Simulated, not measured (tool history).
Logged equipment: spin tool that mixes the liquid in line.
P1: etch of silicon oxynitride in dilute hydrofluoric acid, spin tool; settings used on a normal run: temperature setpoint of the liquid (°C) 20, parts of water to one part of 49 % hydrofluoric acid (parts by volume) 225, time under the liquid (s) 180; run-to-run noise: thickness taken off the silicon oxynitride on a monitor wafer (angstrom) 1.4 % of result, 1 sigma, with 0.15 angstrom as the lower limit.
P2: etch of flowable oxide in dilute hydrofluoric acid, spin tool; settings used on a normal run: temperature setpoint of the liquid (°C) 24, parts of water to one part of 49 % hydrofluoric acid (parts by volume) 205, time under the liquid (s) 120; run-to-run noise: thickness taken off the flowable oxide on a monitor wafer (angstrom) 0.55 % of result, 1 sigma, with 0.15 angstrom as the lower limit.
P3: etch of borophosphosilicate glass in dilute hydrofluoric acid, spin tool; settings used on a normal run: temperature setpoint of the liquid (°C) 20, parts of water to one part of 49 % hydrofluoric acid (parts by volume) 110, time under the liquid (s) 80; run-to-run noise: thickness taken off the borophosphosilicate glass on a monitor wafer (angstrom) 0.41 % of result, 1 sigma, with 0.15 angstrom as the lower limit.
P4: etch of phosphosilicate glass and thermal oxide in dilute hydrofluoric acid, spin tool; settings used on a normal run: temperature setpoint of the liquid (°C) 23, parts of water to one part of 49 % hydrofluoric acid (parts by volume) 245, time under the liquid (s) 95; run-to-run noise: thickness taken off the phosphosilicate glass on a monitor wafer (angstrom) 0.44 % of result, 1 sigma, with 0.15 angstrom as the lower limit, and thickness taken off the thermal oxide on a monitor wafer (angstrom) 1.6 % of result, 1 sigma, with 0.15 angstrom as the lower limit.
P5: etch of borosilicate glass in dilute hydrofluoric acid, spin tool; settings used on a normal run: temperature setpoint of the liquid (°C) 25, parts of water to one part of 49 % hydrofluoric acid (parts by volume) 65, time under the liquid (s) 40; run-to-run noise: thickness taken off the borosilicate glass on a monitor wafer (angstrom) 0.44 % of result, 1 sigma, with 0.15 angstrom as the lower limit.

run	hour	process that ran	temperature setpoint of the liquid (°C)	parts of water to one part of 49 % hydrofluoric acid (parts by volume)	time under the liquid (s)	thickness taken off the silicon oxynitride on a monitor wafer (angstrom)	thickness taken off the phosphosilicate glass on a monitor wafer (angstrom)	thickness taken off the thermal oxide on a monitor wafer (angstrom)	thickness taken off the borosilicate glass on a monitor wafer (angstrom)	thickness taken off the flowable oxide on a monitor wafer (angstrom)	thickness taken off the borophosphosilicate glass on a monitor wafer (angstrom)
1	8.1	P1	20	225	180	15.416					
2	14.3	P1	20	150	320	42.349					
3	23.4	P4	23	55	95		1042.9	90.444			
4	29.7	P5	25	65	40				210.01		
5	42.7	P2	24	340	120					69.094	
6	49.3	P5	25	95	40				137.59		
7	61.3	P4	23	245	95		186.52	16.183			
8	71.6	P4	23	245	95		187.39	16.042			
9	84.1	P1	20	225	100	8.4453					
10	92.5	P3	20	110	40						121.95
11	101.6	P1	17	225	180	13.032					
12	110.2	P3	17	110	80						216.43
13	121.1	P1	20	225	180	14.659					
14	129.5	P1	20	225	180	14.859					
15	139.9	P5	25	65	40				207.58		
16	149.9	P3	20	110	80						243.37
17	157	P1	20	225	180	14.992					
18	163.5	P2	24	205	50					54.912	
19	174.6	P2	24	205	120					132.09	
20	181.1	P2	30	205	120					161.82	
21	193.3	P1	20	225	260	21.67					
22	205.5	P1	20	335	180	9.5599					
23	212.9	P1	20	140	180	25.323					
24	220.1	P4	23	245	25		49.683	4.2986			
25	229	P1	20	225	180	15.322					
26	239.7	P5	25	65	75				393.66		
27	250.3	P5	17	65	40				149.64		
28	258	P3	20	55	80						522.31
29	265.6	P2	24	205	120					131.71	
30	274.5	P1	24.5	225	180	18.431					
31	282.7	P4	17	245	95		150.27	12.709			
32	295.7	P1	20	225	180	14.484					
33	305.4	P1	20	225	180	15.809					
34	313.7	P1	20	225	180	15.723					
35	323.9	P1	20	225	180	15.862					
36	332.2	P1	20	225	180	16.651					
37	344	P1	20	225	180	15.924					
38	353.3	P1	20	225	180	16.222					
39	364.8	P1	20	225	180	16.719					

P1 has crept away from where it was. The log is fitted equally well by each of these 2 causes, at the sizes shown:
A: hydrofluoric acid flow above the setpoint (%) = 9.08
B: liquid hotter than its thermometer reads (K) = 2.19
Creep in the process output first set in at about hour 295.7.

Below are 4 check runs, each on a single wafer, with their results shown as question marks. Which of them would tell the listed causes apart, meaning the causes would give clearly different results under it?
check 1	376.3	P2	30	310	120					?	
check 2	376.3	P4	17	60	95		?	?			
check 3	376.3	P3	17	110	80						?
check 4	376.3	P5	20	90	40				?		

Predicted outcomes, by check and by cause:
check	result	if A	if B
check 1	thickness taken off the flowable oxide on a monitor wafer (angstrom)	107.38	102.52
check 2	thickness taken off the phosphosilicate glass on a monitor wafer (angstrom)	808.27	809.45
check 2	thickness taken off the thermal oxide on a monitor wafer (angstrom)	68.842	68.942
check 3	thickness taken off the borophosphosilicate glass on a monitor wafer (angstrom)	237.68	236.39
check 4	thickness taken off the borosilicate glass on a monitor wafer (angstrom)	131.38	130.63
Per-check spread between the two closest causes, in the result where they differ most: check 1 4.63 %; check 2 0.15 %; check 3 0.54 %; check 4 0.58 %
Check 1 tells the causes apart: in the others they would give nearly the same result.

Then check 1 was run and gave: thickness taken off the flowable oxide on a monitor wafer (angstrom) 102.47. Which cause is it?

Of the candidate causes, it is B: liquid hotter than its thermometer reads (K).
